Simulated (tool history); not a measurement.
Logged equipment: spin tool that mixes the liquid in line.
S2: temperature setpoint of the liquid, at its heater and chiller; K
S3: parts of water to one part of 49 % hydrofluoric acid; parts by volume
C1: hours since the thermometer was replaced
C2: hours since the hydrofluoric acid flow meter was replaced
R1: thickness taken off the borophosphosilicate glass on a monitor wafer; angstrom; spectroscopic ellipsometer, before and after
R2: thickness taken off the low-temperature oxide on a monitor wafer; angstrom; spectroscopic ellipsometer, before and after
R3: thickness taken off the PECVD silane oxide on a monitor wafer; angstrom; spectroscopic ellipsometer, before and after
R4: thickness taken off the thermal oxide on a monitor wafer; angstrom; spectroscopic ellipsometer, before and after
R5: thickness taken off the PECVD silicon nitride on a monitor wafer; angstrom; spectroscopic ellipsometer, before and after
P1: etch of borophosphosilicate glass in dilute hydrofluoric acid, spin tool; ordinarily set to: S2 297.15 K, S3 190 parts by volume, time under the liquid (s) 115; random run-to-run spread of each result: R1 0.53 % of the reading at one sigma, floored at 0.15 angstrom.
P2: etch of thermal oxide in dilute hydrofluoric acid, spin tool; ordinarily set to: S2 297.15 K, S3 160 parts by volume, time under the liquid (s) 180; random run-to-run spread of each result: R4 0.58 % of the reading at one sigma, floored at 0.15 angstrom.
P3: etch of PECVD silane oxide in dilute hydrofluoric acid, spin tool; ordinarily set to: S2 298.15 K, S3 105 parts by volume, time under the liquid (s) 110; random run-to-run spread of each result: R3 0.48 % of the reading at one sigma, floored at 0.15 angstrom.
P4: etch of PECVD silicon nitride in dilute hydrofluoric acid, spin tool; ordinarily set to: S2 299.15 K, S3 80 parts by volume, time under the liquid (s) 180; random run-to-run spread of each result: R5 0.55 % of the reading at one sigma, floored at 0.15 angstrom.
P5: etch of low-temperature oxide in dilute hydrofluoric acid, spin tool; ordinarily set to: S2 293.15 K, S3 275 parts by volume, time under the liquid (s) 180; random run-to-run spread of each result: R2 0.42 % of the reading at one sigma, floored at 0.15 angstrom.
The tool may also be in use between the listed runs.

Run 1, hour 10.6: process that ran P1, S2 297.15 K, S3 190 parts by volume, time under the liquid (s) 115; C1 1224.4; C2 1138.5. Result: R1 187.760 angstrom.
Run 2, hour 20.2: process that ran P5, S2 293.15 K, S3 500 parts by volume, time under the liquid (s) 180; C1 1234.0; C2 1148.1. Result: R2 75.290 angstrom.
Run 3, hour 37.6: process that ran P3, S2 298.15 K, S3 105 parts by volume, time under the liquid (s) 110; C1 1251.4; C2 1165.5. Result: R3 502.960 angstrom.
Run 4, hour 54.6: process that ran P1, S2 297.15 K, S3 190 parts by volume, time under the liquid (s) 115; C1 1268.4; C2 1182.5. Result: R1 186.600 angstrom.
Run 5, hour 71.2: process that ran P3, S2 305.65 K, S3 105 parts by volume, time under the liquid (s) 110; C1 1285.0; C2 1199.1. Result: R3 668.200 angstrom.
Run 6, hour 80.5: process that ran P2, S2 297.15 K, S3 160 parts by volume, time under the liquid (s) 360; C1 1294.3; C2 1208.4. Result: R4 97.957 angstrom.
Run 7, hour 95.3: process that ran P1, S2 290.15 K, S3 190 parts by volume, time under the liquid (s) 115; C1 1309.1; C2 1223.2. Result: R1 141.830 angstrom.
Run 8, hour 111.4: process that ran P2, S2 302.15 K, S3 160 parts by volume, time under the liquid (s) 180; C1 1325.2; C2 1239.3. Result: R4 59.605 angstrom.
Run 9, hour 128.3: process that ran P1, S2 297.15 K, S3 190 parts by volume, time under the liquid (s) 115; C1 1342.1; C2 1256.2. Result: R1 185.760 angstrom.
Run 10, hour 140.2: process that ran P4, S2 305.15 K, S3 80 parts by volume, time under the liquid (s) 180; C1 1354.0; C2 1268.1. Result: R5 99.799 angstrom.
Run 11, hour 148.8: process that ran P5, S2 290.15 K, S3 275 parts by volume, time under the liquid (s) 180; C1 1362.6; C2 1276.7. Result: R2 148.570 angstrom.
Run 12, hour 160.1: process that ran P4, S2 299.15 K, S3 80 parts by volume, time under the liquid (s) 180; C1 1373.9; C2 1288.0. Result: R5 67.229 angstrom.
Run 13, hour 173.8: process that ran P1, S2 303.65 K, S3 190 parts by volume, time under the liquid (s) 115; C1 1387.6; C2 1301.7. Result: R1 235.140 angstrom.
Run 14, hour 188.5: process that ran P1, S2 297.15 K, S3 190 parts by volume, time under the liquid (s) 55; C1 1402.3; C2 1316.4. Result: R1 88.751 angstrom.
Run 15, hour 203.8: process that ran P4, S2 299.15 K, S3 35 parts by volume, time under the liquid (s) 180; C1 1417.6; C2 1331.7. Result: R5 154.000 angstrom.
Run 16, hour 221.5: process that ran P2, S2 297.15 K, S3 160 parts by volume, time under the liquid (s) 180; C1 1435.3; C2 1349.4. Result: R4 49.581 angstrom.
Run 17, hour 237.5: process that ran P4, S2 299.15 K, S3 80 parts by volume, time under the liquid (s) 180; C1 1451.3; C2 1365.4. Result: R5 67.799 angstrom.
Run 18, hour 251.1: process that ran P5, S2 293.15 K, S3 275 parts by volume, time under the liquid (s) 95; C1 1464.9; C2 1379.0. Result: R2 86.952 angstrom.
Run 19, hour 259.7: process that ran P1, S2 297.15 K, S3 345 parts by volume, time under the liquid (s) 115; C1 1473.5; C2 1387.6. Result: R1 87.768 angstrom.
Run 20, hour 273.4: process that ran P3, S2 298.15 K, S3 105 parts by volume, time under the liquid (s) 110; C1 1487.2; C2 1401.3. Result: R3 503.420 angstrom.
Run 21, hour 289.7: process that ran P1, S2 301.65 K, S3 40 parts by volume, time under the liquid (s) 115; C1 1503.5; C2 1417.6. Result: R1 1267.400 angstrom.
Run 22, hour 302.2: process that ran P1, S2 297.15 K, S3 190 parts by volume, time under the liquid (s) 115; C1 1516.0; C2 1430.1. Result: R1 184.470 angstrom.
Run 23, hour 318.0: process that ran P4, S2 299.15 K, S3 80 parts by volume, time under the liquid (s) 365; C1 1531.8; C2 1445.9. Result: R5 138.370 angstrom.
Run 24, hour 330.3: process that ran P1, S2 291.65 K, S3 55 parts by volume, time under the liquid (s) 115; C1 1544.1; C2 1458.2. Result: R1 596.920 angstrom.
At hour 330.7: thermometer replaced.
Run 25, hour 338.5: process that ran P1, S2 297.15 K, S3 190 parts by volume, time under the liquid (s) 115; C1 7.8; C2 1466.4. Result: R1 186.030 angstrom.
Run 26, hour 349.4: process that ran P5, S2 293.15 K, S3 275 parts by volume, time under the liquid (s) 180; C1 18.7; C2 1477.3. Result: R2 165.580 angstrom.
Run 27, hour 363.4: process that ran P3, S2 298.15 K, S3 65 parts by volume, time under the liquid (s) 110; C1 32.7; C2 1491.3. Result: R3 851.380 angstrom.
Run 28, hour 374.3: process that ran P3, S2 298.15 K, S3 105 parts by volume, time under the liquid (s) 15; C1 43.6; C2 1502.2. Result: R3 69.433 angstrom.
Run 29, hour 388.3: process that ran P1, S2 297.15 K, S3 190 parts by volume, time under the liquid (s) 115; C1 57.6; C2 1516.2. Result: R1 184.230 angstrom.
Run 30, hour 405.6: process that ran P1, S2 297.15 K, S3 190 parts by volume, time under the liquid (s) 115; C1 74.9; C2 1533.5. Result: R1 184.660 angstrom.
Run 31, hour 423.2: process that ran P2, S2 297.15 K, S3 265 parts by volume, time under the liquid (s) 180; C1 92.5; C2 1551.1. Result: R4 26.520 angstrom.
Run 32, hour 434.1: process that ran P1, S2 297.15 K, S3 190 parts by volume, time under the liquid (s) 190; C1 103.4; C2 1562.0. Result: R1 304.310 angstrom.
Run 33, hour 451.5: process that ran P1, S2 304.15 K, S3 190 parts by volume, time under the liquid (s) 190; C1 120.8; C2 1579.4. Result: R1 393.840 angstrom.
Run 34, hour 468.1: process that ran P1, S2 297.15 K, S3 55 parts by volume, time under the liquid (s) 115; C1 137.4; C2 1596.0. Result: R1 758.080 angstrom.
Run 35, hour 476.4: process that ran P1, S2 297.15 K, S3 190 parts by volume, time under the liquid (s) 115; C1 145.7; C2 1604.3. Result: R1 185.290 angstrom.
Run 36, hour 488.8: process that ran P1, S2 297.15 K, S3 190 parts by volume, time under the liquid (s) 115; C1 158.1; C2 1616.7. Result: R1 191.670 angstrom.
Run 37, hour 499.4: process that ran P1, S2 297.15 K, S3 190 parts by volume, time under the liquid (s) 115; C1 168.7; C2 1627.3. Result: R1 197.290 angstrom.
Run 38, hour 512.6: process that ran P1, S2 297.15 K, S3 190 parts by volume, time under the liquid (s) 115; C1 181.9; C2 1640.5. Result: R1 199.750 angstrom.
Run 39, hour 523.3: process that ran P1, S2 297.15 K, S3 190 parts by volume, time under the liquid (s) 115; C1 192.6; C2 1651.2. Result: R1 198.470 angstrom.
Run 40, hour 539.4: process that ran P1, S2 297.15 K, S3 190 parts by volume, time under the liquid (s) 115; C1 208.7; C2 1667.3. Result: R1 199.750 angstrom.
Run 41, hour 552.4: process that ran P1, S2 297.15 K, S3 190 parts by volume, time under the liquid (s) 115; C1 221.7; C2 1680.3. Result: R1 199.840 angstrom.

Something has made what P1 gives creep away from where it was; the 2 causes below, each at its own stated size, fit the log equally well:
A: hydrofluoric acid flow above the setpoint (%) = 5.94
B: liquid hotter than its thermometer reads (K) = 1.89
The onset of the drift is placed at about hour 476.4.

4 check runs are offered, one wafer each, their results left as question marks. Which one tells the causes apart?
Run check 1, hour 565.4: process that ran P3, S2 304.15 K, S3 105 parts by volume, time under the liquid (s) 110. Result: R3 ?.
Run check 2, hour 565.4: process that ran P2, S2 301.15 K, S3 160 parts by volume, time under the liquid (s) 180. Result: R4 ?.
Run check 3, hour 565.4: process that ran P5, S2 290.15 K, S3 275 parts by volume, time under the liquid (s) 115. Result: R2 ?.
Run check 4, hour 565.4: process that ran P4, S2 299.15 K, S3 80 parts by volume, time under the liquid (s) 315. Result: R5 ?.

Outcome of each check run for each possible cause:
  check  result     if A     if B
check 1      R3  675.320  677.390
check 2      R4   61.082   61.039
check 3      R2  101.330  101.400
check 4      R5  125.230  133.720
Per check, the gap between the least separated pair of causes, taken in the result that splits them most: check 1 0.31 %; check 2 0.07 %; check 3 0.07 %; check 4 6.56 %
Check 4 is the one run that separates the causes; every other check would come out nearly the same whichever cause is at work.

After running check 4, the following was obtained: R5 133.540 angstrom. Which cause does this point to?

It was cause B: liquid hotter than its thermometer reads (K).

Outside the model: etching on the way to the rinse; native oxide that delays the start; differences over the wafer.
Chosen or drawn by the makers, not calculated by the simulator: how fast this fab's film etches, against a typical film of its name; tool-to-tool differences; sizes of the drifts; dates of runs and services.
